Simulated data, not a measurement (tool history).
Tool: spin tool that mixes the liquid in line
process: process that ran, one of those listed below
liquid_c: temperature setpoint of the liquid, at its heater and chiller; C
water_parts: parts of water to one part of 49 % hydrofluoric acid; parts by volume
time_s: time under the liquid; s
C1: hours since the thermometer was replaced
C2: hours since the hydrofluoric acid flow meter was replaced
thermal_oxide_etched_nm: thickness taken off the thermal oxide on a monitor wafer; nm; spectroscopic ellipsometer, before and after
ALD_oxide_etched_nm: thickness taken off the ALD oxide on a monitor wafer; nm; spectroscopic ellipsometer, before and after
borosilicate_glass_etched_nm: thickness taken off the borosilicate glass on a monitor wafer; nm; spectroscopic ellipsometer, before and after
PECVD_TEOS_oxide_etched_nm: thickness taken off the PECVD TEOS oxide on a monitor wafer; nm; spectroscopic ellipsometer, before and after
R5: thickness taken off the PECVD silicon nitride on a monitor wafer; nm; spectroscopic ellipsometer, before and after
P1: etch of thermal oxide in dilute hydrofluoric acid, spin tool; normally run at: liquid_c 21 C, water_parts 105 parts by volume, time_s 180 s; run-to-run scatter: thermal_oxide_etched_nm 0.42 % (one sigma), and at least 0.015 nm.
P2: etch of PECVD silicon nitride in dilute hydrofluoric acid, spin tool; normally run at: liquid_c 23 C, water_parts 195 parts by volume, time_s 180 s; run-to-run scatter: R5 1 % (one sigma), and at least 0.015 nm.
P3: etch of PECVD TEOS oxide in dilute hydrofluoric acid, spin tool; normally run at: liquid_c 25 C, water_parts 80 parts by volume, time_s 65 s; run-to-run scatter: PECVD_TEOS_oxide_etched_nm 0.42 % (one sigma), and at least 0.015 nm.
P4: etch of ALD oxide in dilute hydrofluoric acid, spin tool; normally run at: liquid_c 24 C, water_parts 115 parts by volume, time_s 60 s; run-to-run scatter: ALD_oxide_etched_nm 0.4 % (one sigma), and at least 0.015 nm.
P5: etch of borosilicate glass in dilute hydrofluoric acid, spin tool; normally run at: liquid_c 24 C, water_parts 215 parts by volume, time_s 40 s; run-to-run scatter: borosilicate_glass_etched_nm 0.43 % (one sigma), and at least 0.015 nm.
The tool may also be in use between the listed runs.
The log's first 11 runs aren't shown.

Run 12, day 2.579: process P4, liquid_c 18 C, water_parts 115 parts by volume, time_s 60 s; C1 917.8; C2 796.3. Result: ALD_oxide_etched_nm 7.2942 nm.
Run 13, day 2.842: process P3, liquid_c 32 C, water_parts 80 parts by volume, time_s 65 s; C1 924.1; C2 802.6. Result: PECVD_TEOS_oxide_etched_nm 17.7980 nm.
Run 14, day 2.979: process P1, liquid_c 29 C, water_parts 170 parts by volume, time_s 180 s; C1 927.4; C2 805.9. Result: thermal_oxide_etched_nm 5.5746 nm.
Run 15, day 3.279: process P2, liquid_c 23 C, water_parts 195 parts by volume, time_s 180 s; C1 934.6; C2 813.1. Result: R5 2.38870 nm.
Run 16, day 3.462: process P5, liquid_c 24 C, water_parts 215 parts by volume, time_s 40 s; C1 939.0; C2 817.5. Result: borosilicate_glass_etched_nm 5.9054 nm.
Run 17, day 3.712: process P3, liquid_c 25 C, water_parts 20 parts by volume, time_s 65 s; C1 945.0; C2 823.5. Result: PECVD_TEOS_oxide_etched_nm 58.8470 nm.
Run 18, day 4.000: process P2, liquid_c 23 C, water_parts 195 parts by volume, time_s 25 s; C1 951.9; C2 830.4. Result: R5 0.34039 nm.
Run 19, day 4.258: process P2, liquid_c 23 C, water_parts 275 parts by volume, time_s 180 s; C1 958.1; C2 836.6. Result: R5 1.65980 nm.
Run 20, day 4.471: process P4, liquid_c 24 C, water_parts 115 parts by volume, time_s 85 s; C1 963.2; C2 841.7. Result: ALD_oxide_etched_nm 13.2310 nm.
Run 21, day 4.746: process P3, liquid_c 25 C, water_parts 80 parts by volume, time_s 65 s; C1 969.8; C2 848.3. Result: PECVD_TEOS_oxide_etched_nm 13.6510 nm.
Run 22, day 4.979: process P1, liquid_c 17 C, water_parts 105 parts by volume, time_s 180 s; C1 975.4; C2 853.9. Result: thermal_oxide_etched_nm 6.1421 nm.
Run 23, day 5.158: process P3, liquid_c 25 C, water_parts 80 parts by volume, time_s 25 s; C1 979.7; C2 858.2. Result: PECVD_TEOS_oxide_etched_nm 5.2889 nm.
Run 24, day 5.404: process P4, liquid_c 24 C, water_parts 165 parts by volume, time_s 60 s; C1 985.6; C2 864.1. Result: ALD_oxide_etched_nm 6.1837 nm.

The next listed run, before its measurement:
Run 25, day 5.608: process P1, liquid_c 21 C, water_parts 155 parts by volume, time_s 180 s; C1 990.5; C2 869.0. Result: thermal_oxide_etched_nm ?.

{"run 25": {"thermal_oxide_etched_nm": 4.6018}}
